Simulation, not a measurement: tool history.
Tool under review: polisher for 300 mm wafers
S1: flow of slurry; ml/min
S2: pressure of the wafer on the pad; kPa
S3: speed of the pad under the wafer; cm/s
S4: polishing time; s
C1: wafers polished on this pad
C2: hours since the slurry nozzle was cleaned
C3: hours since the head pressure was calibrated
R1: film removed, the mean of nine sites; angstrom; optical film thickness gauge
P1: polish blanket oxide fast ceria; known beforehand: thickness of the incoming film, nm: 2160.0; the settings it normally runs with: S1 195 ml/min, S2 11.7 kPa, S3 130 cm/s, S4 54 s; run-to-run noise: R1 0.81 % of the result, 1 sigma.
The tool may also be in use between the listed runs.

Run 1, hour 11.1: S1 195 ml/min, S2 11.7 kPa, S3 130 cm/s, S4 54 s; C1 699; C2 177.2; C3 505.3. Result: R1 6354.0 angstrom.
Run 2, hour 20.4: S1 195 ml/min, S2 11.7 kPa, S3 130 cm/s, S4 81 s; C1 810; C2 186.5; C3 514.6. Result: R1 9735.1 angstrom.
Run 3, hour 25.9: S1 195 ml/min, S2 11.7 kPa, S3 130 cm/s, S4 28 s; C1 875; C2 192.0; C3 520.1. Result: R1 3319.3 angstrom.
Run 4, hour 36.0: S1 290 ml/min, S2 11.7 kPa, S3 130 cm/s, S4 54 s; C1 996; C2 202.1; C3 530.2. Result: R1 6648.9 angstrom.
Run 5, hour 45.4: S1 195 ml/min, S2 11.7 kPa, S3 130 cm/s, S4 54 s; C1 1108; C2 211.5; C3 539.6. Result: R1 6490.8 angstrom.
Run 6, hour 54.4: S1 195 ml/min, S2 16.5 kPa, S3 130 cm/s, S4 54 s; C1 1215; C2 220.5; C3 548.6. Result: R1 9110.0 angstrom.
Run 7, hour 62.3: S1 195 ml/min, S2 11.7 kPa, S3 82 cm/s, S4 54 s; C1 1310; C2 228.4; C3 556.5. Result: R1 4049.6 angstrom.
Run 8, hour 68.8: S1 195 ml/min, S2 11.7 kPa, S3 130 cm/s, S4 54 s; C1 1387; C2 234.9; C3 563.0. Result: R1 6432.2 angstrom.
Run 9, hour 74.4: S1 135 ml/min, S2 11.7 kPa, S3 130 cm/s, S4 54 s; C1 1454; C2 240.5; C3 568.6. Result: R1 6044.7 angstrom.
Run 10, hour 79.7: S1 195 ml/min, S2 11.7 kPa, S3 184 cm/s, S4 54 s; C1 1517; C2 245.8; C3 573.9. Result: R1 9200.5 angstrom.
Run 11, hour 89.4: S1 195 ml/min, S2 8.3 kPa, S3 130 cm/s, S4 54 s; C1 1633; C2 255.5; C3 583.6. Result: R1 4572.6 angstrom.
Run 12, hour 99.9: S1 195 ml/min, S2 11.7 kPa, S3 130 cm/s, S4 54 s; C1 1758; C2 266.0; C3 594.1. Result: R1 6478.3 angstrom.
Run 13, hour 108.1: S1 195 ml/min, S2 11.7 kPa, S3 58 cm/s, S4 26 s; C1 1856; C2 274.2; C3 602.3. Result: R1 1376.0 angstrom.
Run 14, hour 117.5: S1 195 ml/min, S2 11.7 kPa, S3 130 cm/s, S4 54 s; C1 1969; C2 283.6; C3 611.7. Result: R1 6413.6 angstrom.
Run 15, hour 126.2: S1 195 ml/min, S2 11.7 kPa, S3 130 cm/s, S4 54 s; C1 2072; C2 292.3; C3 620.4. Result: R1 6440.1 angstrom.
Run 16, hour 135.2: S1 195 ml/min, S2 11.7 kPa, S3 130 cm/s, S4 54 s; C1 2180; C2 301.3; C3 629.4. Result: R1 6233.4 angstrom.
Run 17, hour 146.4: S1 195 ml/min, S2 11.7 kPa, S3 130 cm/s, S4 54 s; C1 2313; C2 312.5; C3 640.6. Result: R1 6250.1 angstrom.
Run 18, hour 152.0: S1 195 ml/min, S2 11.7 kPa, S3 130 cm/s, S4 54 s; C1 2380; C2 318.1; C3 646.2. Result: R1 6081.4 angstrom.
Run 19, hour 160.8: S1 195 ml/min, S2 11.7 kPa, S3 130 cm/s, S4 54 s; C1 2485; C2 326.9; C3 655.0. Result: R1 6049.2 angstrom.
Run 20, hour 171.8: S1 195 ml/min, S2 11.7 kPa, S3 130 cm/s, S4 54 s; C1 2617; C2 337.9; C3 666.0. Result: R1 6081.2 angstrom.
Run 21, hour 178.5: S1 195 ml/min, S2 11.7 kPa, S3 130 cm/s, S4 54 s; C1 2697; C2 344.6; C3 672.7. Result: R1 5967.6 angstrom.
At hour 179.2: worn pad replaced by a new one.
Run 22, hour 186.5: S1 195 ml/min, S2 11.7 kPa, S3 130 cm/s, S4 54 s; C1 87; C2 352.6; C3 680.7. Result: R1 5967.4 angstrom.
Run 23, hour 193.1: S1 195 ml/min, S2 11.7 kPa, S3 130 cm/s, S4 54 s; C1 166; C2 359.2; C3 687.3. Result: R1 5876.4 angstrom.
Run 24, hour 203.4: S1 195 ml/min, S2 11.7 kPa, S3 130 cm/s, S4 54 s; C1 289; C2 369.5; C3 697.6. Result: R1 5885.9 angstrom.
Run 25, hour 213.0: S1 195 ml/min, S2 11.7 kPa, S3 130 cm/s, S4 54 s; C1 403; C2 379.1; C3 707.2. Result: R1 5895.0 angstrom.

P1 no longer gives what it gave before; its output has crept away from where it was. The following 2 causes, each at its listed size, fit the log equally well:
A: slurry flow missing at the pad, % = 39.2
B: head's pressure below its setpoint, % = 8.2
Onset of the creep was near hour 126.2.
The rest of the possible causes, and what rules out each one:
removal rate lost through wear of the pad, %: was serviced at hour 179.2, once the creep was under way, yet the earlier output never came back

Below are 4 check runs, each averaged over 5 wafers, with their results shown as question marks. Which of them would give clearly different results depending on which cause is behind the drift?
Run check 1, hour 222.6: S1 285 ml/min, S2 11.7 kPa, S3 130 cm/s, S4 54 s. Result: R1 ?.
Run check 2, hour 222.6: S1 195 ml/min, S2 14.5 kPa, S3 130 cm/s, S4 54 s. Result: R1 ?.
Run check 3, hour 222.6: S1 195 ml/min, S2 8.3 kPa, S3 130 cm/s, S4 35 s. Result: R1 ?.
Run check 4, hour 222.6: S1 195 ml/min, S2 16.5 kPa, S3 130 cm/s, S4 54 s. Result: R1 ?.

What each check would give under each cause:
  check  result    if A    if B
check 1      R1  6322.2  6163.6
check 2      R1  7290.2  7291.8
check 3      R1  2700.1  2700.7
check 4      R1  8331.7  8333.4
Distance between the nearest two causes, measured in the result of the check that separates them most: check 1 2.54 %; check 2 0.02 %; check 3 0.02 %; check 4 0.02 %
Of the check runs offered, only check 1 discriminates between the causes; the rest would read about the same regardless of which cause applies.

After running check 1, the following was obtained: R1 6315.9 angstrom. Which cause does this point to?

It was cause A: slurry flow missing at the pad, %.
